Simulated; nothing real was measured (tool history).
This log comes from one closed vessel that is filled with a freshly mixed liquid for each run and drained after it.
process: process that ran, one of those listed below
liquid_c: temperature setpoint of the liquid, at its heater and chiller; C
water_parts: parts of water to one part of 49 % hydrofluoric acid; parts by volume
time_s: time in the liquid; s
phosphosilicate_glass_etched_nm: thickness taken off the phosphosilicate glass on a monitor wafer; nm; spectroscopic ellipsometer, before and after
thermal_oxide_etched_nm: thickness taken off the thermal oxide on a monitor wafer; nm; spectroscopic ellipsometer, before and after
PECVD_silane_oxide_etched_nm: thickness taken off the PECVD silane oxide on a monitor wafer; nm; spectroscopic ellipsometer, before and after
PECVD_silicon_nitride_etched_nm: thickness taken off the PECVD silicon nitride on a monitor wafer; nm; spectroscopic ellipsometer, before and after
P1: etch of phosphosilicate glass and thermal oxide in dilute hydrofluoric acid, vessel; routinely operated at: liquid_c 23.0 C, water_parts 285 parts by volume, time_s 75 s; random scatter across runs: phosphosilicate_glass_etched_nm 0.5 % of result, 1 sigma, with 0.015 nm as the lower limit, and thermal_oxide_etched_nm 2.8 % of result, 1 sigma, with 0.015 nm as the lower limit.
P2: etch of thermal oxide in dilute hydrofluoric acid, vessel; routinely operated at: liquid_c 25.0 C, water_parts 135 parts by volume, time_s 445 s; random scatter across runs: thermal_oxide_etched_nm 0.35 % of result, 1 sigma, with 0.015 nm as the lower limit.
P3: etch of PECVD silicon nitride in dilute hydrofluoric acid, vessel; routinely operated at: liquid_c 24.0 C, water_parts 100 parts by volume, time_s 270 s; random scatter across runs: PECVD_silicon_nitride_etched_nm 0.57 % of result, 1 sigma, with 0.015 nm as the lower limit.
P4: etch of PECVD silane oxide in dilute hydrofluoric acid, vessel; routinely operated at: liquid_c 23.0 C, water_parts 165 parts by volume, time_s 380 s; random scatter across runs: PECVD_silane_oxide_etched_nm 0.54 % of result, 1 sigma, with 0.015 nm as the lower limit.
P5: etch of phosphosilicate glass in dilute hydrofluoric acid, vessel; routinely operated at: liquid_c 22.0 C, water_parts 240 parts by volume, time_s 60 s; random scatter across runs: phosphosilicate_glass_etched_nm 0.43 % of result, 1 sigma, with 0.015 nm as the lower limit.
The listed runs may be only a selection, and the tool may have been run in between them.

run,day,process,liquid_c,water_parts,time_s,hours since the thermometer was replaced,hours since the hydrofluoric acid flow meter was replaced,phosphosilicate_glass_etched_nm,thermal_oxide_etched_nm,PECVD_silane_oxide_etched_nm,PECVD_silicon_nitride_etched_nm
1,0.154,P1,23.0,285,75,618.6,868.3,25.0970,0.98455,,
2,0.325,P4,29.5,165,380,622.7,872.4,,,51.4110,
3,0.488,P3,24.0,150,270,626.6,876.3,,,,5.33060
4,0.754,P2,25.0,135,445,633.0,882.7,,16.74700,,
5,0.996,P1,28.5,285,75,638.8,888.5,30.6150,1.21000,,
6,1.217,P3,24.0,100,270,644.1,893.8,,,,7.94300
7,1.383,P1,23.0,385,75,648.1,897.8,17.0460,0.63556,,
8,1.612,P5,22.0,240,60,653.6,903.3,26.5770,,,
9,1.875,P1,17.0,285,75,659.9,909.6,20.2310,0.76909,,
10,2.104,P1,26.5,285,30,665.4,915.1,11.3930,0.45209,,
11,2.346,P1,23.0,490,30,671.2,920.9,4.9481,0.19679,,
12,2.550,P5,28.0,240,60,676.1,925.8,33.1300,,,
13,2.854,P5,22.0,240,115,683.4,933.1,51.3330,,,
14,3.125,P2,25.0,135,445,689.9,939.6,,16.79400,,
15,3.362,P3,28.5,100,270,695.6,945.3,,,,10.56300
16,3.546,P4,23.0,165,380,700.0,949.7,,,40.7520,
17,3.717,P2,18.5,135,445,704.1,953.8,,12.97200,,
18,3.904,P1,23.0,285,75,708.6,958.3,25.1610,0.95503,,
19,4.088,P2,25.0,195,445,713.0,962.7,,10.75100,,
20,4.267,P1,23.0,285,75,717.3,967.0,25.1790,0.99357,,
21,4.546,P1,23.0,285,75,724.0,973.7,25.3350,0.98202,,
22,4.800,P4,23.0,165,80,730.1,979.8,,,8.7022,
23,4.992,P5,22.0,140,60,734.7,984.4,50.7780,,,
24,5.204,P1,23.0,285,35,739.8,989.5,11.7190,0.43421,,
25,5.388,P2,25.0,135,105,744.2,993.9,,3.97430,,
26,5.671,P5,22.0,240,60,751.0,1000.7,26.7390,,,
27,5.808,P1,17.0,285,115,754.3,1004.0,31.0120,1.26010,,
28,6.067,P1,23.0,120,75,760.5,1010.2,71.0110,2.64960,,
29,6.338,P1,23.0,285,130,767.0,1016.7,43.4770,1.74560,,
30,6.592,P3,24.0,100,30,773.1,1022.8,,,,0.86204
31,6.829,P4,23.0,95,380,778.8,1028.5,,,75.9720,
32,7.125,P1,23.0,285,75,785.9,1035.6,25.2490,0.97395,,
33,7.300,P1,23.0,285,75,790.1,1039.8,25.3150,0.97504,,
34,7.508,P1,23.0,285,75,795.1,1044.8,25.0190,0.96643,,
35,7.796,P1,23.0,285,75,802.0,1051.7,24.5770,0.98105,,
36,8.012,P1,23.0,285,75,807.2,1056.9,24.0790,0.94952,,
37,8.296,P1,23.0,285,75,814.0,1063.7,23.9400,0.89992,,
38,8.442,P1,23.0,285,75,817.5,1067.2,23.6610,0.94757,,
39,8.658,P1,23.0,285,75,822.7,1072.4,23.8150,0.93788,,
40,8.912,P1,23.0,285,75,828.8,1078.5,23.7650,0.96711,,
41,9.117,P1,23.0,285,75,833.7,1083.4,23.7360,0.97037,,
42,9.400,P1,23.0,285,75,840.5,1090.2,23.8160,0.92489,,

What P1 gives has crept away from where it was. These 2 causes fit the log equally well, each at the size given:
A: liquid colder than its thermometer reads (K) = 1.7
B: hydrofluoric acid flow below the setpoint (%) = 4.65
The onset of the drift is placed at about day 7.300.

Below are 4 check runs, each averaged over 2 wafers, with their results shown as question marks. Which of them would give clearly different results depending on which cause is behind the drift?
check 1,9.683,P5,22.0,240,110,,,?,,,
check 2,9.683,P3,24.0,145,95,,,,,,?
check 3,9.683,P2,25.0,195,445,,,,?,,
check 4,9.683,P4,29.0,165,95,,,,,?,

What each check would give under each cause:
check,result,if A,if B
check 1,phosphosilicate_glass_etched_nm,45.9010,46.0960
check 2,PECVD_silicon_nitride_etched_nm,1.72360,1.83680
check 3,thermal_oxide_etched_nm,10.16400,10.21300
check 4,PECVD_silane_oxide_etched_nm,11.9660,12.0130
Separation of the two closest causes in each check, using whichever result separates them best: check 1 0.42 %; check 2 6.36 %; check 3 0.49 %; check 4 0.39 %
The other checks would show nearly matching results whichever cause is true, so check 2 is the only one that separates the causes.

With check 2 done, the readings were: PECVD_silicon_nitride_etched_nm 1.85050 nm. Identify which of the listed causes applies.

The correct cause is B, namely: hydrofluoric acid flow below the setpoint (%).
